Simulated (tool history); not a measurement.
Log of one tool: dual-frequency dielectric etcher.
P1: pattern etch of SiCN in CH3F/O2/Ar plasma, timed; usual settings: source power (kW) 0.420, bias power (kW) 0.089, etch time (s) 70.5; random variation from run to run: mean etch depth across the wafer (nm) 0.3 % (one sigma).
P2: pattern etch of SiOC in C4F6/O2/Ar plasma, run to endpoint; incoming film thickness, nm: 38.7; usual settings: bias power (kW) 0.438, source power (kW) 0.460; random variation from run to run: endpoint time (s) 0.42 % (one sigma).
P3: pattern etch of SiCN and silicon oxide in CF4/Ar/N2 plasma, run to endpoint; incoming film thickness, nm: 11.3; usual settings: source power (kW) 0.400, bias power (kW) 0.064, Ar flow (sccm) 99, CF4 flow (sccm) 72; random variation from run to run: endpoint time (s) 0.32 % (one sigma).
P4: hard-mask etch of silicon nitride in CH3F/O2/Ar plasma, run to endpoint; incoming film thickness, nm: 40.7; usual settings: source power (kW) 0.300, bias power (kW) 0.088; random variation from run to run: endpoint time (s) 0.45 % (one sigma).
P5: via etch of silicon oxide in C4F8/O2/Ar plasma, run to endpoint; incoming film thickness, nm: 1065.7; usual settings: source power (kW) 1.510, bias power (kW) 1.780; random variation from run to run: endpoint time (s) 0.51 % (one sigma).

| run | hour | process that ran | source power (kW) | bias power (kW) | etch time (s) | Ar flow (sccm) | CF4 flow (sccm) | mean etch depth across the wafer (nm) | endpoint time (s) |
|---|---|---|---|---|---|---|---|---|---|
| 1 | 2.6 | P1 | 0.420 | 0.089 | 70.5 |  |  | 28.332 |  |
| 2 | 5.0 | P3 | 0.400 | 0.064 |  | 99 | 72 |  | 14.747 |
| 3 | 8.8 | P4 | 0.300 | 0.070 |  |  |  |  | 66.214 |
| 4 | 11.5 | P2 | 0.460 | 0.438 |  |  |  |  | 12.586 |
| 5 | 13.4 | P2 | 0.460 | 0.310 |  |  |  |  | 14.210 |
| 6 | 17.1 | P1 | 0.420 | 0.089 | 39.0 |  |  | 15.634 |  |
| 7 | 19.6 | P1 | 0.300 | 0.089 | 70.5 |  |  | 24.948 |  |
| 8 | 22.7 | P5 | 1.510 | 2.195 |  |  |  |  | 234.600 |
| 9 | 26.8 | P1 | 0.420 | 0.122 | 70.5 |  |  | 31.937 |  |
| 10 | 29.3 | P3 | 0.400 | 0.064 |  | 99 | 52 |  | 15.488 |
| 11 | 31.4 | P1 | 0.420 | 0.089 | 70.5 |  |  | 28.203 |  |
| 12 | 34.5 | P1 | 0.290 | 0.089 | 86.5 |  |  | 30.400 |  |
| 13 | 37.1 | P3 | 0.550 | 0.064 |  | 99 | 72 |  | 11.090 |
| 14 | 39.6 | P1 | 0.420 | 0.067 | 70.5 |  |  | 25.640 |  |
| 15 | 43.5 | P2 | 0.460 | 0.438 |  |  |  |  | 12.611 |
| 16 | 46.9 | P4 | 0.300 | 0.088 |  |  |  |  | 60.816 |
| 17 | 50.9 | P3 | 0.400 | 0.088 |  | 99 | 72 |  | 13.230 |
| 18 | 54.4 | P5 | 2.070 | 1.780 |  |  |  |  | 220.940 |
| 19 | 58.0 | P2 | 0.600 | 0.438 |  |  |  |  | 11.292 |
| 20 | 60.8 | P1 | 0.420 | 0.089 | 70.5 |  |  | 28.353 |  |
| 21 | 64.4 | P4 | 0.410 | 0.088 |  |  |  |  | 54.675 |
| 22 | 66.3 | P4 | 0.300 | 0.088 |  |  |  |  | 61.561 |
| 23 | 70.5 | P1 | 0.420 | 0.089 | 70.5 |  |  | 28.548 |  |
| 24 | 72.4 | P5 | 1.510 | 1.780 |  |  |  |  | 249.830 |
| 25 | 76.3 | P1 | 0.500 | 0.089 | 70.5 |  |  | 30.260 |  |
| 26 | 78.9 | P1 | 0.420 | 0.089 | 70.5 |  |  | 28.428 |  |
| 27 | 82.6 | P1 | 0.420 | 0.089 | 100.0 |  |  | 40.241 |  |
| 28 | 85.7 | P3 | 0.400 | 0.064 |  | 62 | 72 |  | 13.714 |
| 29 | 89.0 | P1 | 0.420 | 0.089 | 70.5 |  |  | 28.318 |  |
| 30 | 92.0 | P1 | 0.420 | 0.089 | 70.5 |  |  | 28.562 |  |
| 31 | 95.9 | P1 | 0.420 | 0.089 | 70.5 |  |  | 28.886 |  |
|  | 98.5 | wet clean of the chamber |
| 32 | 98.9 | P1 | 0.420 | 0.089 | 70.5 |  |  | 28.637 |  |
| 33 | 101.7 | P1 | 0.420 | 0.089 | 70.5 |  |  | 28.899 |  |
| 34 | 104.9 | P1 | 0.420 | 0.089 | 70.5 |  |  | 28.890 |  |
| 35 | 109.2 | P1 | 0.420 | 0.089 | 70.5 |  |  | 28.842 |  |
| 36 | 112.2 | P1 | 0.420 | 0.089 | 70.5 |  |  | 28.885 |  |

What P1 gives has crept away from where it was. These 2 causes fit the log equally well, each at the size given:
A: source power that arrives over what is set, % = 4.41
B: bias power that arrives over what is set, % = 4.43
The creep began at about hour 89.0.
Why every other cause is out:
chamber walls in a state that raises the etch rate, %: serviced at hour 98.5, which brought nothing back

4 check runs are offered, one wafer each, their results left as question marks. Which one tells the causes apart?
| check 1 | 115.2 | P4 | 0.360 | 0.088 |  |  |  |  | ? |
| check 2 | 115.2 | P2 | 0.460 | 0.351 |  |  |  |  | ? |
| check 3 | 115.2 | P5 | 2.040 | 1.780 |  |  |  |  | ? |
| check 4 | 115.2 | P3 | 0.540 | 0.064 |  | 64 | 72 |  | ? |

What each check would give under each cause:
| check | result | if A | if B |
|---|---|---|---|
| check 1 | endpoint time (s) | 56.377 | 56.403 |
| check 2 | endpoint time (s) | 13.411 | 13.425 |
| check 3 | endpoint time (s) | 218.440 | 219.600 |
| check 4 | endpoint time (s) | 10.169 | 10.431 |
How far apart the two closest causes lie, in the result that separates them most: check 1 0.05 %; check 2 0.1 %; check 3 0.53 %; check 4 2.54 %
Only check 4 tells the causes apart: in the others they would give nearly the same result.

Check 4 was then run and gave: endpoint time (s) 10.135. Which cause is it?

It is A: source power that arrives over what is set, %.
